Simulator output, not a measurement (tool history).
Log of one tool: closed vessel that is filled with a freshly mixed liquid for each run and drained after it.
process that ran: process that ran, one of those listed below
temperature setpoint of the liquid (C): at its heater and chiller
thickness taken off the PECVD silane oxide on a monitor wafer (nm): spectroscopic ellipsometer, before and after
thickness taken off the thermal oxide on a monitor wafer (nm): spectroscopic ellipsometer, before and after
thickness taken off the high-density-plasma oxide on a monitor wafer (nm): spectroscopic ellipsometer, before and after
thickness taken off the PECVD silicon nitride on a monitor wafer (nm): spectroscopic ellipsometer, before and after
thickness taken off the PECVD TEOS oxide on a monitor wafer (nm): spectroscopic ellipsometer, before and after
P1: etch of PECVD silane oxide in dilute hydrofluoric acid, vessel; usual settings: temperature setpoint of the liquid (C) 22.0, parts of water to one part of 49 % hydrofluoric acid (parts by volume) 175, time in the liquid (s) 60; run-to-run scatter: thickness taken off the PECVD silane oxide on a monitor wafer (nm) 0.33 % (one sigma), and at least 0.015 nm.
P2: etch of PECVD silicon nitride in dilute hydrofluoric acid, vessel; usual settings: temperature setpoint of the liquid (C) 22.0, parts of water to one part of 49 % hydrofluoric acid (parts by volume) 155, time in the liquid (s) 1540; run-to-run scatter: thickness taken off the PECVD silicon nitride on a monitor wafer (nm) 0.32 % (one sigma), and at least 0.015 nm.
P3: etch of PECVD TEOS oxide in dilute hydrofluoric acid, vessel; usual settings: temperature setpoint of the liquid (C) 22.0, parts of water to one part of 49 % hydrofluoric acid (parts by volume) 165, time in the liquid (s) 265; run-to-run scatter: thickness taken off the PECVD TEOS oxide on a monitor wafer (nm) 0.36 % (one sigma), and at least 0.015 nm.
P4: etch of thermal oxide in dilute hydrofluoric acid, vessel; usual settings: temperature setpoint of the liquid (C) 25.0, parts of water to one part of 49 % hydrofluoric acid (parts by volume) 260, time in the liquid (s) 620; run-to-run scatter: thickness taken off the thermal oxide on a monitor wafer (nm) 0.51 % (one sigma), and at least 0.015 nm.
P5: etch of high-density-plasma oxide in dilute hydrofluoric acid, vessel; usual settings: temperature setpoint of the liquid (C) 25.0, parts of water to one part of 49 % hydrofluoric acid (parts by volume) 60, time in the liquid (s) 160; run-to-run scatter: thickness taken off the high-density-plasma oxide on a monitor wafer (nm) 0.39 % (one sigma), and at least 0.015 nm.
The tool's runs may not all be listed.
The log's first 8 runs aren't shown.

| run | day | process that ran | temperature setpoint of the liquid (C) | parts of water to one part of 49 % hydrofluoric acid (parts by volume) | time in the liquid (s) | hours since the thermometer was replaced | hours since the hydrofluoric acid flow meter was replaced | thickness taken off the PECVD silane oxide on a monitor wafer (nm) | thickness taken off the thermal oxide on a monitor wafer (nm) | thickness taken off the high-density-plasma oxide on a monitor wafer (nm) | thickness taken off the PECVD silicon nitride on a monitor wafer (nm) | thickness taken off the PECVD TEOS oxide on a monitor wafer (nm) |
|---|---|---|---|---|---|---|---|---|---|---|---|---|
| 9 | 5.283 | P1 | 22.0 | 175 | 60 | 925.0 | 35.3 | 8.5283 |  |  |  |  |
| 10 | 5.654 | P1 | 25.5 | 95 | 60 | 933.9 | 44.2 | 19.7000 |  |  |  |  |
| 11 | 6.292 | P5 | 18.0 | 60 | 160 | 949.2 | 59.5 |  |  | 11.682 |  |  |
| 12 | 6.954 | P1 | 22.0 | 175 | 60 | 965.1 | 75.4 | 8.5725 |  |  |  |  |
| 13 | 7.292 | P1 | 22.0 | 305 | 60 | 973.2 | 83.5 | 4.2953 |  |  |  |  |
| 14 | 8.033 | P1 | 22.0 | 175 | 60 | 991.0 | 101.3 | 8.5552 |  |  |  |  |
| 15 | 8.475 | P1 | 22.0 | 40 | 60 | 1001.6 | 111.9 | 43.8980 |  |  |  |  |
| 16 | 9.208 | P2 | 22.0 | 285 | 1540 | 1019.2 | 129.5 |  |  |  | 13.826 |  |
| 17 | 9.875 | P3 | 22.0 | 165 | 265 | 1035.2 | 145.5 |  |  |  |  | 39.549 |
| 18 | 10.550 | P5 | 25.0 | 60 | 160 | 1051.4 | 161.7 |  |  | 15.778 |  |  |
| 19 | 11.021 | P4 | 25.0 | 260 | 895 | 1062.7 | 173.0 |  | 14.0140 |  |  |  |
| 20 | 11.404 | P2 | 17.0 | 155 | 1540 | 1071.9 | 182.2 |  |  |  | 17.915 |  |
| 21 | 12.046 | P3 | 22.0 | 295 | 265 | 1087.3 | 197.6 |  |  |  |  | 19.280 |
| 22 | 12.408 | P5 | 25.0 | 60 | 305 | 1096.0 | 206.3 |  |  | 30.039 |  |  |
| 23 | 13.158 | P1 | 28.0 | 175 | 60 | 1114.0 | 224.3 | 10.6660 |  |  |  |  |
| 24 | 13.683 | P4 | 29.5 | 260 | 620 | 1126.6 | 236.9 |  | 11.2770 |  |  |  |
| 25 | 14.033 | P1 | 17.0 | 175 | 60 | 1135.0 | 245.3 | 7.0290 |  |  |  |  |
| 26 | 14.483 | P1 | 22.0 | 175 | 30 | 1145.8 | 256.1 | 4.2539 |  |  |  |  |
| 27 | 15.208 | P3 | 26.0 | 165 | 265 | 1163.2 | 273.5 |  |  |  |  | 45.940 |
| 28 | 15.717 | P4 | 25.0 | 155 | 620 | 1175.4 | 285.7 |  | 18.2230 |  |  |  |

Forecast run 29:
| 29 | 16.050 | P3 | 22.0 | 165 | 450 | 1183.4 | 293.7 |  |  |  |  | ? |

thickness taken off the PECVD TEOS oxide on a monitor wafer (nm): 66.828
